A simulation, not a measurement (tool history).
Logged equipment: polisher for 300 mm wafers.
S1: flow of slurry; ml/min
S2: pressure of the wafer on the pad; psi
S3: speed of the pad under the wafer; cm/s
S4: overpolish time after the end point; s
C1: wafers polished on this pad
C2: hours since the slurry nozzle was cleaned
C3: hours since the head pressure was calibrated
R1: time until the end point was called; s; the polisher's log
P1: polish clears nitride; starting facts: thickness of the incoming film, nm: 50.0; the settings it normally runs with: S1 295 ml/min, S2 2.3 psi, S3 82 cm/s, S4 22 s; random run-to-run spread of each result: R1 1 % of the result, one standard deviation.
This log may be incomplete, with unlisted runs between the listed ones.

run 1 hour=5.1 | S1=295 S2=2.3 S3=82 S4=22 | C1=344 C2=60.1 C3=330.5 | R1=70.541
run 2 hour=8.8 | S1=295 S2=3.5 S3=82 S4=22 | C1=372 C2=63.8 C3=334.2 | R1=46.275
run 3 hour=14.3 | S1=295 S2=2.3 S3=82 S4=7 | C1=413 C2=69.3 C3=339.7 | R1=71.11
run 4 hour=18.7 | S1=370 S2=3 S3=82 S4=22 | C1=447 C2=73.7 C3=344.1 | R1=54.543
run 5 hour=23.9 | S1=295 S2=2.3 S3=82 S4=22 | C1=486 C2=78.9 C3=349.3 | R1=71.178
run 6 hour=29 | S1=295 S2=2.3 S3=82 S4=22 | C1=524 C2=84 C3=354.4 | R1=70.861
run 7 hour=33.9 | S1=295 S2=2.3 S3=82 S4=35 | C1=561 C2=88.9 C3=359.3 | R1=72.253
run 8 hour=37 | S1=295 S2=2.3 S3=110 S4=38 | C1=585 C2=92 C3=362.4 | R1=53.312
run 9 hour=40.1 | S1=175 S2=2.3 S3=82 S4=22 | C1=608 C2=95.1 C3=365.5 | R1=75.763
run 10 hour=45.1 | S1=295 S2=2.3 S3=82 S4=22 | C1=646 C2=100.1 C3=370.5 | R1=70.696
run 11 hour=48.5 | S1=295 S2=2.3 S3=82 S4=22 | C1=671 C2=103.5 C3=373.9 | R1=73.263
run 12 hour=51.7 | S1=295 S2=2.3 S3=48 S4=22 | C1=696 C2=106.7 C3=377.1 | R1=120.35
run 13 hour=57.3 | S1=295 S2=1.5 S3=82 S4=22 | C1=738 C2=112.3 C3=382.7 | R1=110.4
run 14 hour=62 | S1=295 S2=2.3 S3=82 S4=22 | C1=773 C2=117 C3=387.4 | R1=71.407
run 15 hour=66.6 | S1=295 S2=2.3 S3=82 S4=22 | C1=808 C2=121.6 C3=392 | R1=71.887
run 16 hour=70 | S1=295 S2=2.3 S3=114 S4=22 | C1=834 C2=125 C3=395.4 | R1=51.437
run 17 hour=75.6 | S1=460 S2=2.3 S3=104 S4=22 | C1=876 C2=130.6 C3=401 | R1=54.857
run 18 hour=78.7 | S1=420 S2=2.3 S3=82 S4=22 | C1=899 C2=133.7 C3=404.1 | R1=69.127
run 19 hour=82.1 | S1=295 S2=2.3 S3=82 S4=22 | C1=925 C2=137.1 C3=407.5 | R1=72.985
run 20 hour=85 | S1=295 S2=2.3 S3=82 S4=22 | C1=947 C2=140 C3=410.4 | R1=72.821
run 21 hour=88.3 | S1=295 S2=2.3 S3=82 S4=22 | C1=972 C2=143.3 C3=413.7 | R1=72.439
-- hour=91.5 head pressure recalibrated
run 22 hour=92.6 | S1=295 S2=2.3 S3=82 S4=22 | C1=1004 C2=147.6 C3=1.1 | R1=72.942
run 23 hour=96.4 | S1=295 S2=2.3 S3=82 S4=22 | C1=1033 C2=151.4 C3=4.9 | R1=75.552
run 24 hour=99.7 | S1=295 S2=2.3 S3=82 S4=22 | C1=1058 C2=154.7 C3=8.2 | R1=73.828
run 25 hour=104.1 | S1=295 S2=2.3 S3=82 S4=22 | C1=1091 C2=159.1 C3=12.6 | R1=74.569

Compared with where it was, what P1 gives has crept away. Each cause listed below fits the log as well as the rest, at the size given for it:
A: removal rate lost through wear of the pad, % = 4.88
B: slurry flow missing at the pad, % = 35.6
The process output started creeping at around hour 82.1.
Other possible causes, and why each is ruled out:
head's pressure below its setpoint, %: its service at hour 91.5 followed the start of the drift and did not put the process back to its old value

Consider the 4 check runs below, whose results appear as question marks and each of which averages 5 wafers. Which one distinguishes the causes, in that each cause would give it a clearly different result?
run check 1 hour=108.5 | S1=175 S2=2.3 S3=82 S4=8 | R1=?
run check 2 hour=108.5 | S1=295 S2=1.5 S3=82 S4=22 | R1=?
run check 3 hour=108.5 | S1=295 S2=2.3 S3=82 S4=7 | R1=?
run check 4 hour=108.5 | S1=295 S2=3.5 S3=52 S4=22 | R1=?

Expected result of each check under each candidate cause:
check=check_1 result=R1 if_A=80.089 if_B=82.65
check=check_2 result=R1 if_A=115.42 if_B=115.43
check=check_3 result=R1 if_A=75.275 if_B=75.28
check=check_4 result=R1 if_A=78.005 if_B=78.01
Per check, the gap between the least separated pair of causes, taken in the result that splits them most: check 1 3.15 %; check 2 0.01 %; check 3 0.01 %; check 4 0.01 %
Check 1 is the one run that separates the causes; every other check would come out nearly the same whichever cause is at work.

With check 1 done, the readings were: R1 82.964 s. Identify which of the listed causes applies.

B is the cause: slurry flow missing at the pad, %.
